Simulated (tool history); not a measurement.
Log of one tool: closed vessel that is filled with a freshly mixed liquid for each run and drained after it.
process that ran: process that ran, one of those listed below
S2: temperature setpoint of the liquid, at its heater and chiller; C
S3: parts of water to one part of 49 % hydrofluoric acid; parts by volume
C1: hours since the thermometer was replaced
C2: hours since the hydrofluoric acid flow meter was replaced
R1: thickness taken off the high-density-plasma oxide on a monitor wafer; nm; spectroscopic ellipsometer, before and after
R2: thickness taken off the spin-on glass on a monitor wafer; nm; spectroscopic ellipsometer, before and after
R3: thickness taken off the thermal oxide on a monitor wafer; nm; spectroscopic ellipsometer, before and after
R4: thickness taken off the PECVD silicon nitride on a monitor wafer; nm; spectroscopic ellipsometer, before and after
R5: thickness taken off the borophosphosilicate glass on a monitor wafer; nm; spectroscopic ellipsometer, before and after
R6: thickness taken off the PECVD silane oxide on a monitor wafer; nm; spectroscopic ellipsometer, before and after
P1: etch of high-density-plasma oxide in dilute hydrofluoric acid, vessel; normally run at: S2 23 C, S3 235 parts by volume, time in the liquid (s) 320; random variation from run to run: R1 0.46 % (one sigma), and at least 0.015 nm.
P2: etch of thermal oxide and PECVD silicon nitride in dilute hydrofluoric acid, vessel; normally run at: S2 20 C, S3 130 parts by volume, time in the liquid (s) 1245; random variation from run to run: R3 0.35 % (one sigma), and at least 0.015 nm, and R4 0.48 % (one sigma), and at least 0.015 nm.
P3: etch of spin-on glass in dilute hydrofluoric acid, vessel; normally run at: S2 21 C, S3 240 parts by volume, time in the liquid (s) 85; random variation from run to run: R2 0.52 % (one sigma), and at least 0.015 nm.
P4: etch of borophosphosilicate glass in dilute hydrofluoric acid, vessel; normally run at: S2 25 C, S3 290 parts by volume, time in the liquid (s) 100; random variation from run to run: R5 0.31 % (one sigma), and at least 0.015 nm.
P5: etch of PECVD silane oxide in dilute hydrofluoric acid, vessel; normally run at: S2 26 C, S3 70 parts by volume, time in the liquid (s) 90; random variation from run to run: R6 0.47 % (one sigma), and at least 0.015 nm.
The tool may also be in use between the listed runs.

run 1 day=0.204 | process_that_ran=P1 S2=23 S3=235 time_in_the_liquid_(s)=320 | C1=654.5 C2=648.9 | R1=6.4721
run 2 day=0.338 | process_that_ran=P3 S2=21 S3=375 time_in_the_liquid_(s)=85 | C1=657.7 C2=652.1 | R2=8.2207
run 3 day=0.467 | process_that_ran=P1 S2=27 S3=235 time_in_the_liquid_(s)=320 | C1=660.8 C2=655.2 | R1=7.4764
run 4 day=0.596 | process_that_ran=P1 S2=23 S3=235 time_in_the_liquid_(s)=320 | C1=663.9 C2=658.3 | R1=6.5011
run 5 day=0.771 | process_that_ran=P2 S2=20 S3=130 time_in_the_liquid_(s)=1245 | C1=668.1 C2=662.5 | R3=37.05 R4=21.998
run 6 day=0.875 | process_that_ran=P3 S2=17 S3=240 time_in_the_liquid_(s)=85 | C1=670.6 C2=665 | R2=12.406
run 7 day=1.05 | process_that_ran=P2 S2=20 S3=130 time_in_the_liquid_(s)=1245 | C1=674.8 C2=669.2 | R3=37.125 R4=22.087
run 8 day=1.154 | process_that_ran=P1 S2=23 S3=235 time_in_the_liquid_(s)=320 | C1=677.3 C2=671.7 | R1=6.4913
run 9 day=1.288 | process_that_ran=P1 S2=23 S3=135 time_in_the_liquid_(s)=570 | C1=680.5 C2=674.9 | R1=22.377
run 10 day=1.408 | process_that_ran=P4 S2=19 S3=290 time_in_the_liquid_(s)=100 | C1=683.4 C2=677.8 | R5=10.341
run 11 day=1.617 | process_that_ran=P1 S2=23 S3=235 time_in_the_liquid_(s)=320 | C1=688.4 C2=682.8 | R1=6.4982
run 12 day=1.712 | process_that_ran=P1 S2=27.5 S3=235 time_in_the_liquid_(s)=45 | C1=690.7 C2=685.1 | R1=1.0702
run 13 day=1.862 | process_that_ran=P1 S2=23 S3=235 time_in_the_liquid_(s)=175 | C1=694.3 C2=688.7 | R1=3.5661
run 14 day=2.021 | process_that_ran=P5 S2=26 S3=70 time_in_the_liquid_(s)=90 | C1=698.1 C2=692.5 | R6=21.507
run 15 day=2.212 | process_that_ran=P5 S2=30.5 S3=70 time_in_the_liquid_(s)=90 | C1=702.7 C2=697.1 | R6=25.823
run 16 day=2.388 | process_that_ran=P3 S2=21 S3=240 time_in_the_liquid_(s)=30 | C1=706.9 C2=701.3 | R2=5.115
run 17 day=2.538 | process_that_ran=P2 S2=20 S3=130 time_in_the_liquid_(s)=625 | C1=710.5 C2=704.9 | R3=18.642 R4=11.096
run 18 day=2.671 | process_that_ran=P4 S2=25 S3=50 time_in_the_liquid_(s)=100 | C1=713.7 C2=708.1 | R5=98.542
run 19 day=2.788 | process_that_ran=P3 S2=21 S3=240 time_in_the_liquid_(s)=85 | C1=716.5 C2=710.9 | R2=14.439
run 20 day=2.879 | process_that_ran=P1 S2=23 S3=235 time_in_the_liquid_(s)=320 | C1=718.7 C2=713.1 | R1=6.5119
run 21 day=3.033 | process_that_ran=P5 S2=26 S3=70 time_in_the_liquid_(s)=30 | C1=722.4 C2=716.8 | R6=7.2207
run 22 day=3.204 | process_that_ran=P5 S2=26 S3=125 time_in_the_liquid_(s)=90 | C1=726.5 C2=720.9 | R6=11.257
run 23 day=3.396 | process_that_ran=P4 S2=25 S3=290 time_in_the_liquid_(s)=145 | C1=731.1 C2=725.5 | R5=18.56
run 24 day=3.529 | process_that_ran=P5 S2=26 S3=70 time_in_the_liquid_(s)=90 | C1=734.3 C2=728.7 | R6=21.476
run 25 day=3.696 | process_that_ran=P1 S2=23 S3=425 time_in_the_liquid_(s)=320 | C1=738.3 C2=732.7 | R1=3.0373
run 26 day=3.892 | process_that_ran=P1 S2=23 S3=135 time_in_the_liquid_(s)=320 | C1=743 C2=737.4 | R1=12.565
run 27 day=4.067 | process_that_ran=P1 S2=17 S3=235 time_in_the_liquid_(s)=320 | C1=747.2 C2=741.6 | R1=5.1657
run 28 day=4.183 | process_that_ran=P3 S2=21 S3=240 time_in_the_liquid_(s)=85 | C1=750 C2=744.4 | R2=14.504
run 29 day=4.292 | process_that_ran=P2 S2=20 S3=25 time_in_the_liquid_(s)=1245 | C1=752.6 C2=747 | R3=217.99 R4=109.5
run 30 day=4.383 | process_that_ran=P4 S2=25 S3=290 time_in_the_liquid_(s)=100 | C1=754.8 C2=749.2 | R5=12.784
run 31 day=4.575 | process_that_ran=P1 S2=23 S3=235 time_in_the_liquid_(s)=580 | C1=759.4 C2=753.8 | R1=11.76
run 32 day=4.775 | process_that_ran=P2 S2=28 S3=130 time_in_the_liquid_(s)=1245 | C1=764.2 C2=758.6 | R3=50.392 R4=36.97
run 33 day=4.892 | process_that_ran=P1 S2=23 S3=235 time_in_the_liquid_(s)=320 | C1=767 C2=761.4 | R1=6.3762
run 34 day=5.029 | process_that_ran=P1 S2=23 S3=235 time_in_the_liquid_(s)=320 | C1=770.3 C2=764.7 | R1=6.4875
run 35 day=5.154 | process_that_ran=P1 S2=23 S3=235 time_in_the_liquid_(s)=320 | C1=773.3 C2=767.7 | R1=6.2493
run 36 day=5.246 | process_that_ran=P1 S2=23 S3=235 time_in_the_liquid_(s)=320 | C1=775.5 C2=769.9 | R1=6.2026
run 37 day=5.442 | process_that_ran=P1 S2=23 S3=235 time_in_the_liquid_(s)=320 | C1=780.2 C2=774.6 | R1=6.0195
run 38 day=5.533 | process_that_ran=P1 S2=23 S3=235 time_in_the_liquid_(s)=320 | C1=782.4 C2=776.8 | R1=6.0697
run 39 day=5.704 | process_that_ran=P1 S2=23 S3=235 time_in_the_liquid_(s)=320 | C1=786.5 C2=780.9 | R1=5.9738
run 40 day=5.892 | process_that_ran=P1 S2=23 S3=235 time_in_the_liquid_(s)=320 | C1=791 C2=785.4 | R1=6.0049
run 41 day=6.008 | process_that_ran=P1 S2=23 S3=235 time_in_the_liquid_(s)=320 | C1=793.8 C2=788.2 | R1=5.9882

What P1 gives has crept away from where it was. These 2 causes fit the log equally well, each at the size given:
A: liquid colder than its thermometer reads (K) = 2.17
B: hydrofluoric acid flow below the setpoint (%) = 6.24
The creep began at about day 5.029.

4 check runs are offered, one wafer each, their results left as question marks. Which one tells the causes apart?
run check 1 day=6.125 | process_that_ran=P5 S2=26 S3=110 time_in_the_liquid_(s)=35 | R6=?
run check 2 day=6.125 | process_that_ran=P2 S2=25.5 S3=30 time_in_the_liquid_(s)=1245 | R3=? R4=?
run check 3 day=6.125 | process_that_ran=P4 S2=21.5 S3=290 time_in_the_liquid_(s)=100 | R5=?
run check 4 day=6.125 | process_that_ran=P3 S2=17 S3=360 time_in_the_liquid_(s)=85 | R2=?

What each check would give under each cause:
check=check_1 result=R6 if_A=4.6574 if_B=4.7087
check=check_2 result=R3 if_A=207.45 if_B=212.32
check=check_2 result=R4 if_A=115.67 if_B=125.91
check=check_3 result=R5 if_A=10.431 if_B=10.4
check=check_4 result=R2 if_A=6.9062 if_B=6.8895
How far apart the two closest causes lie, in the result that separates them most: check 1 1.1 %; check 2 8.48 %; check 3 0.3 %; check 4 0.24 %
Only check 2 tells the causes apart: in the others they would give nearly the same result.

Check 2 was then run and gave: R3 212.7 nm; R4 125.93 nm. Which cause is it?

It is B: hydrofluoric acid flow below the setpoint (%).
